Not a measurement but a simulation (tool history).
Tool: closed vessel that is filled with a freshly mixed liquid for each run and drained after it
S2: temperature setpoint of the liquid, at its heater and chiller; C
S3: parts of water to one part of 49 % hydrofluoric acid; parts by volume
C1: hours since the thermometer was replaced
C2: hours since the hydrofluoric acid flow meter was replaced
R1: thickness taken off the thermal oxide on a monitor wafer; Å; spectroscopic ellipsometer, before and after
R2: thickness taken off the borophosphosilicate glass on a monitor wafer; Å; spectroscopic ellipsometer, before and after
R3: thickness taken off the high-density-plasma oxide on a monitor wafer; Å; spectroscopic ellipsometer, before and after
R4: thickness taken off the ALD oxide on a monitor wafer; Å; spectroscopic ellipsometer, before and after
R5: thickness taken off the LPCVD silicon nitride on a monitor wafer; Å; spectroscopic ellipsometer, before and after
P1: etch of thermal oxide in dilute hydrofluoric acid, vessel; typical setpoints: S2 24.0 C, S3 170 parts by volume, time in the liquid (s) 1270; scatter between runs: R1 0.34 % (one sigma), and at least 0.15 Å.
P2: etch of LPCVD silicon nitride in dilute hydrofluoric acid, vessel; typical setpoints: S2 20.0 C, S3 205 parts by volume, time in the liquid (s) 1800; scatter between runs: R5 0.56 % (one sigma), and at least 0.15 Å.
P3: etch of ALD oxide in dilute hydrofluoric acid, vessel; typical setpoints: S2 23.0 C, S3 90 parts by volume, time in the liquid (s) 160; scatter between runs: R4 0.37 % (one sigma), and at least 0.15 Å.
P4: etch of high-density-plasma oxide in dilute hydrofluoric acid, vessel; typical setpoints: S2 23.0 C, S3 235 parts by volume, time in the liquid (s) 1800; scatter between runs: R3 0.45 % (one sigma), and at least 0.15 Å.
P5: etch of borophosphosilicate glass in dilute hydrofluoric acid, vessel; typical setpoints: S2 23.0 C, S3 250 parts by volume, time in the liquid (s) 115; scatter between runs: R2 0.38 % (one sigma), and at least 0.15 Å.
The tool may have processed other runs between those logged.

{"run": 1, "hour": 3.7, "process that ran": "P1", "S2": 24.0, "S3": 170, "time in the liquid (s)": 1270, "C1": 520.9, "C2": 107.5, "R1": 339.84}
{"run": 2, "hour": 6.0, "process that ran": "P5", "S2": 23.0, "S3": 250, "time in the liquid (s)": 200, "C1": 523.2, "C2": 109.8, "R2": 398.45}
{"run": 3, "hour": 9.8, "process that ran": "P4", "S2": 23.0, "S3": 90, "time in the liquid (s)": 1800, "C1": 527.0, "C2": 113.6, "R3": 977.41}
{"run": 4, "hour": 12.3, "process that ran": "P3", "S2": 31.5, "S3": 90, "time in the liquid (s)": 160, "C1": 529.5, "C2": 116.1, "R4": 574.57}
{"run": 5, "hour": 15.1, "process that ran": "P1", "S2": 20.5, "S3": 170, "time in the liquid (s)": 1270, "C1": 532.3, "C2": 118.9, "R1": 297.4}
{"run": 6, "hour": 18.8, "process that ran": "P1", "S2": 24.0, "S3": 170, "time in the liquid (s)": 1270, "C1": 536.0, "C2": 122.6, "R1": 341.61}
{"run": 7, "hour": 21.7, "process that ran": "P1", "S2": 24.0, "S3": 105, "time in the liquid (s)": 1270, "C1": 538.9, "C2": 125.5, "R1": 594.56}
{"run": 8, "hour": 26.0, "process that ran": "P4", "S2": 17.0, "S3": 235, "time in the liquid (s)": 1800, "C1": 543.2, "C2": 129.8, "R3": 255.85}
{"run": 9, "hour": 28.3, "process that ran": "P1", "S2": 31.0, "S3": 170, "time in the liquid (s)": 545, "C1": 545.5, "C2": 132.1, "R1": 186.74}
{"run": 10, "hour": 30.7, "process that ran": "P5", "S2": 23.0, "S3": 250, "time in the liquid (s)": 115, "C1": 547.9, "C2": 134.5, "R2": 228.02}
{"run": 11, "hour": 32.8, "process that ran": "P2", "S2": 20.0, "S3": 205, "time in the liquid (s)": 1800, "C1": 550.0, "C2": 136.6, "R5": 37.457}
{"run": 12, "hour": 36.4, "process that ran": "P2", "S2": 20.0, "S3": 80, "time in the liquid (s)": 1800, "C1": 553.6, "C2": 140.2, "R5": 91.883}
{"run": 13, "hour": 39.2, "process that ran": "P1", "S2": 24.0, "S3": 170, "time in the liquid (s)": 345, "C1": 556.4, "C2": 143.0, "R1": 91.696}
{"run": 14, "hour": 42.0, "process that ran": "P5", "S2": 23.0, "S3": 250, "time in the liquid (s)": 115, "C1": 559.2, "C2": 145.8, "R2": 229.86}
{"run": 15, "hour": 44.6, "process that ran": "P5", "S2": 23.0, "S3": 145, "time in the liquid (s)": 115, "C1": 561.8, "C2": 148.4, "R2": 437.72}
{"run": 16, "hour": 46.7, "process that ran": "P1", "S2": 24.0, "S3": 170, "time in the liquid (s)": 1270, "C1": 563.9, "C2": 150.5, "R1": 339.41}
{"run": 17, "hour": 49.4, "process that ran": "P3", "S2": 23.0, "S3": 135, "time in the liquid (s)": 160, "C1": 566.6, "C2": 153.2, "R4": 260.56}
{"run": 18, "hour": 52.9, "process that ran": "P1", "S2": 24.0, "S3": 170, "time in the liquid (s)": 2180, "C1": 570.1, "C2": 156.7, "R1": 583.63}
{"run": 19, "hour": 57.0, "process that ran": "P5", "S2": 17.0, "S3": 250, "time in the liquid (s)": 115, "C1": 574.2, "C2": 160.8, "R2": 182.82}
{"run": 20, "hour": 60.8, "process that ran": "P1", "S2": 24.0, "S3": 170, "time in the liquid (s)": 1270, "C1": 578.0, "C2": 164.6, "R1": 340.8}
{"run": 21, "hour": 64.6, "process that ran": "P2", "S2": 20.0, "S3": 205, "time in the liquid (s)": 820, "C1": 581.8, "C2": 168.4, "R5": 16.961}
{"run": 22, "hour": 67.8, "process that ran": "P3", "S2": 23.0, "S3": 90, "time in the liquid (s)": 30, "C1": 585.0, "C2": 171.6, "R4": 77.851}
{"run": 23, "hour": 71.6, "process that ran": "P2", "S2": 20.0, "S3": 205, "time in the liquid (s)": 1800, "C1": 588.8, "C2": 175.4, "R5": 37.341}
{"run": 24, "hour": 76.1, "process that ran": "P4", "S2": 23.0, "S3": 235, "time in the liquid (s)": 30, "C1": 593.3, "C2": 179.9, "R3": 5.296}
{"run": 25, "hour": 79.5, "process that ran": "P1", "S2": 28.0, "S3": 170, "time in the liquid (s)": 1270, "C1": 596.7, "C2": 183.3, "R1": 391.48}
{"run": 26, "hour": 82.2, "process that ran": "P4", "S2": 23.0, "S3": 235, "time in the liquid (s)": 1800, "C1": 599.4, "C2": 186.0, "R3": 320.94}
{"run": 27, "hour": 86.4, "process that ran": "P1", "S2": 24.0, "S3": 170, "time in the liquid (s)": 1270, "C1": 603.6, "C2": 190.2, "R1": 339.43}
{"run": 28, "hour": 90.6, "process that ran": "P2", "S2": 17.0, "S3": 205, "time in the liquid (s)": 1800, "C1": 607.8, "C2": 194.4, "R5": 30.434}
{"run": 29, "hour": 92.7, "process that ran": "P1", "S2": 24.0, "S3": 245, "time in the liquid (s)": 1270, "C1": 609.9, "C2": 196.5, "R1": 217.15}
{"run": 30, "hour": 95.6, "process that ran": "P3", "S2": 23.0, "S3": 90, "time in the liquid (s)": 160, "C1": 612.8, "C2": 199.4, "R4": 414.05}
{"run": 31, "hour": 98.5, "process that ran": "P1", "S2": 24.0, "S3": 170, "time in the liquid (s)": 1270, "C1": 615.7, "C2": 202.3, "R1": 337.57}
{"run": 32, "hour": 101.6, "process that ran": "P1", "S2": 24.0, "S3": 170, "time in the liquid (s)": 1270, "C1": 618.8, "C2": 205.4, "R1": 348.31}
{"run": 33, "hour": 104.7, "process that ran": "P1", "S2": 24.0, "S3": 170, "time in the liquid (s)": 1270, "C1": 621.9, "C2": 208.5, "R1": 350.24}
{"run": 34, "hour": 107.4, "process that ran": "P1", "S2": 24.0, "S3": 170, "time in the liquid (s)": 1270, "C1": 624.6, "C2": 211.2, "R1": 352.87}
{"run": 35, "hour": 110.0, "process that ran": "P1", "S2": 24.0, "S3": 170, "time in the liquid (s)": 1270, "C1": 627.2, "C2": 213.8, "R1": 355.89}
{"run": 36, "hour": 113.6, "process that ran": "P1", "S2": 24.0, "S3": 170, "time in the liquid (s)": 1270, "C1": 630.8, "C2": 217.4, "R1": 358.98}
{"run": 37, "hour": 117.6, "process that ran": "P1", "S2": 24.0, "S3": 170, "time in the liquid (s)": 1270, "C1": 634.8, "C2": 221.4, "R1": 357.17}
{"run": 38, "hour": 120.0, "process that ran": "P1", "S2": 24.0, "S3": 170, "time in the liquid (s)": 1270, "C1": 637.2, "C2": 223.8, "R1": 359.55}
{"run": 39, "hour": 124.5, "process that ran": "P1", "S2": 24.0, "S3": 170, "time in the liquid (s)": 1270, "C1": 641.7, "C2": 228.3, "R1": 356.63}

The output of P1 has drifted from where it used to be. Each of the 2 causes below, taken at the size shown beside it, accounts for the log equally well:
A: hydrofluoric acid flow above the setpoint (%) = 4.59
B: liquid hotter than its thermometer reads (K) = 1.43
The process output started creeping at around hour 98.5.

Below are 4 check runs, each on a single wafer, with their results shown as question marks. Which of them would tell the listed causes apart, meaning the causes would give clearly different results under it?
{"run": "check 1", "hour": 129.0, "process that ran": "P2", "S2": 20.0, "S3": 125, "time in the liquid (s)": 1800, "R5": "?"}
{"run": "check 2", "hour": 129.0, "process that ran": "P5", "S2": 17.0, "S3": 250, "time in the liquid (s)": 160, "R2": "?"}
{"run": "check 3", "hour": 129.0, "process that ran": "P4", "S2": 17.0, "S3": 235, "time in the liquid (s)": 130, "R3": "?"}
{"run": "check 4", "hour": 129.0, "process that ran": "P3", "S2": 30.5, "S3": 90, "time in the liquid (s)": 70, "R4": "?"}

Expected result of each check under each candidate cause:
check=check_1 result=R5 if_A=63.007 if_B=66.373
check=check_2 result=R2 if_A=267.84 if_B=268.01
check=check_3 result=R3 if_A=19.463 if_B=19.493
check=check_4 result=R4 if_A=254.610 if_B=255.340
Per-check spread between the two closest causes, in the result where they differ most: check 1 5.2 %; check 2 0.06 %; check 3 0.15 %; check 4 0.29 %
Of the check runs offered, only check 1 discriminates between the causes; the rest would read about the same regardless of which cause applies.

With check 1 done, the readings were: R5 63.104 Å. Identify which of the listed causes applies.

Of the candidate causes, it is A: hydrofluoric acid flow above the setpoint (%).
